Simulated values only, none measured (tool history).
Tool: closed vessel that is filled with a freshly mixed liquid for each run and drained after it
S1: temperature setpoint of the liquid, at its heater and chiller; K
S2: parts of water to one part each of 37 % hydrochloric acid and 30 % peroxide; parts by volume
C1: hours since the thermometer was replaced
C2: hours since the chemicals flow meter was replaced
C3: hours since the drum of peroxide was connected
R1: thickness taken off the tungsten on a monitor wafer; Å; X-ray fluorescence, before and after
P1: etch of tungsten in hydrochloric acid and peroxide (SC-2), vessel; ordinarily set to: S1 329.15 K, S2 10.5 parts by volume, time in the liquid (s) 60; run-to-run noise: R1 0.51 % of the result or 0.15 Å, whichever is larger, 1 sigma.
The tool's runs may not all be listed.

run 1 hour=7.3 | S1=329.15 S2=10.5 time_in_the_liquid_(s)=60 | C1=554.6 C2=1296.3 C3=443.8 | R1=250.49
run 2 hour=18.3 | S1=317.15 S2=10.5 time_in_the_liquid_(s)=30 | C1=565.6 C2=1307.3 C3=454.8 | R1=56.12
run 3 hour=29.6 | S1=329.15 S2=10.5 time_in_the_liquid_(s)=60 | C1=576.9 C2=1318.6 C3=466.1 | R1=250.03
run 4 hour=40.9 | S1=314.15 S2=10.5 time_in_the_liquid_(s)=60 | C1=588.2 C2=1329.9 C3=477.4 | R1=90.459
run 5 hour=52.2 | S1=337.65 S2=10.5 time_in_the_liquid_(s)=60 | C1=599.5 C2=1341.2 C3=488.7 | R1=427.19
run 6 hour=62.4 | S1=329.15 S2=10.5 time_in_the_liquid_(s)=115 | C1=609.7 C2=1351.4 C3=498.9 | R1=480.42
run 7 hour=73.4 | S1=329.15 S2=10.5 time_in_the_liquid_(s)=60 | C1=620.7 C2=1362.4 C3=509.9 | R1=251.57
run 8 hour=80.6 | S1=329.15 S2=14 time_in_the_liquid_(s)=30 | C1=627.9 C2=1369.6 C3=517.1 | R1=98.069
run 9 hour=87.9 | S1=314.65 S2=18 time_in_the_liquid_(s)=60 | C1=635.2 C2=1376.9 C3=524.4 | R1=58.737
run 10 hour=94.9 | S1=329.15 S2=4 time_in_the_liquid_(s)=60 | C1=642.2 C2=1383.9 C3=531.4 | R1=516.02
run 11 hour=106.6 | S1=329.15 S2=10.5 time_in_the_liquid_(s)=60 | C1=653.9 C2=1395.6 C3=543.1 | R1=250.48
run 12 hour=115.5 | S1=329.15 S2=18 time_in_the_liquid_(s)=60 | C1=662.8 C2=1404.5 C3=552 | R1=156.23
run 13 hour=125.2 | S1=329.15 S2=10.5 time_in_the_liquid_(s)=60 | C1=672.5 C2=1414.2 C3=561.7 | R1=249.95
run 14 hour=136.1 | S1=329.15 S2=10.5 time_in_the_liquid_(s)=60 | C1=683.4 C2=1425.1 C3=572.6 | R1=251.82
run 15 hour=144.9 | S1=329.15 S2=10.5 time_in_the_liquid_(s)=60 | C1=692.2 C2=1433.9 C3=581.4 | R1=252.39
run 16 hour=156.7 | S1=329.15 S2=10.5 time_in_the_liquid_(s)=30 | C1=704 C2=1445.7 C3=593.2 | R1=124.51
run 17 hour=165.2 | S1=329.15 S2=10.5 time_in_the_liquid_(s)=60 | C1=712.5 C2=1454.2 C3=601.7 | R1=250.5
run 18 hour=176.6 | S1=329.15 S2=10.5 time_in_the_liquid_(s)=60 | C1=723.9 C2=1465.6 C3=613.1 | R1=260.35
run 19 hour=188.5 | S1=329.15 S2=10.5 time_in_the_liquid_(s)=60 | C1=735.8 C2=1477.5 C3=625 | R1=265.94

Expected results for the next run?
run 20 hour=197.7 | S1=329.15 S2=10.5 time_in_the_liquid_(s)=60 | C1=745 C2=1486.7 C3=634.2 | R1=?

Run 20 gave R1 269 Å.
